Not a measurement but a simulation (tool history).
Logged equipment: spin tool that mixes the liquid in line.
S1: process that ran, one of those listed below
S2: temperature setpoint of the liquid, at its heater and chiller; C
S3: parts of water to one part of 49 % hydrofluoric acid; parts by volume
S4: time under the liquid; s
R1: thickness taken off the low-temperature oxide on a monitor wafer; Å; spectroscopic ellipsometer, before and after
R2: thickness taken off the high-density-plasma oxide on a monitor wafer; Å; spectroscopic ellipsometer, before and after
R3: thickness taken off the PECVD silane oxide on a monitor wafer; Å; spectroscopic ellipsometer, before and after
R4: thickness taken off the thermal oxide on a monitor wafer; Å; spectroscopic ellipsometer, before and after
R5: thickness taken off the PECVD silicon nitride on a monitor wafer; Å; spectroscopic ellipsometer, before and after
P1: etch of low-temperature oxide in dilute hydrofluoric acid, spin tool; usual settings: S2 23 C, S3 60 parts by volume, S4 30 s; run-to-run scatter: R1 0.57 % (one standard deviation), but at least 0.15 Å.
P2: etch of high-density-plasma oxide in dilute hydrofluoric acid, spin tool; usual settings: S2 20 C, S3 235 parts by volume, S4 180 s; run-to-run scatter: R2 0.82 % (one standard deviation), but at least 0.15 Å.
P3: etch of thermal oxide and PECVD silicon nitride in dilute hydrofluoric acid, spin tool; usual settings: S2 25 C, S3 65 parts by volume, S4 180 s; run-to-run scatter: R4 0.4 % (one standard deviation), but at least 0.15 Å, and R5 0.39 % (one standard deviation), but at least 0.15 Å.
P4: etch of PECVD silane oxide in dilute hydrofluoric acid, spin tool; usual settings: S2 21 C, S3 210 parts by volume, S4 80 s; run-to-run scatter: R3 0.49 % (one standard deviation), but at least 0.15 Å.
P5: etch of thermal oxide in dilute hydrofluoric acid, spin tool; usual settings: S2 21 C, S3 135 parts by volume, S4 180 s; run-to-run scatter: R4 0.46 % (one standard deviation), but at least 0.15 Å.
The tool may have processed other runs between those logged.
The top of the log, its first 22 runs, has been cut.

run,hour,S1,S2,S3,S4,R1,R2,R3,R4,R5
23,277.1,P1,23,60,30,115.35,,,,
24,286.2,P4,27.5,210,80,,,58.817,,
25,295,P2,26,235,180,,36.929,,,
26,307,P5,21,65,180,,,,117.79,
27,315.4,P4,21,210,80,,,46.55,,
# hour 317.5: thermometer replaced
28,323.7,P1,29,60,30,149.74,,,,
29,332.6,P5,17,135,180,,,,44.926,
30,343,P1,23,60,15,58.193,,,,
31,355.5,P5,21,135,270,,,,79.16,

Run 32 is up next; what results do you expect?
32,368.1,P1,23,60,50,?,,,,

R1: 194.43 Å

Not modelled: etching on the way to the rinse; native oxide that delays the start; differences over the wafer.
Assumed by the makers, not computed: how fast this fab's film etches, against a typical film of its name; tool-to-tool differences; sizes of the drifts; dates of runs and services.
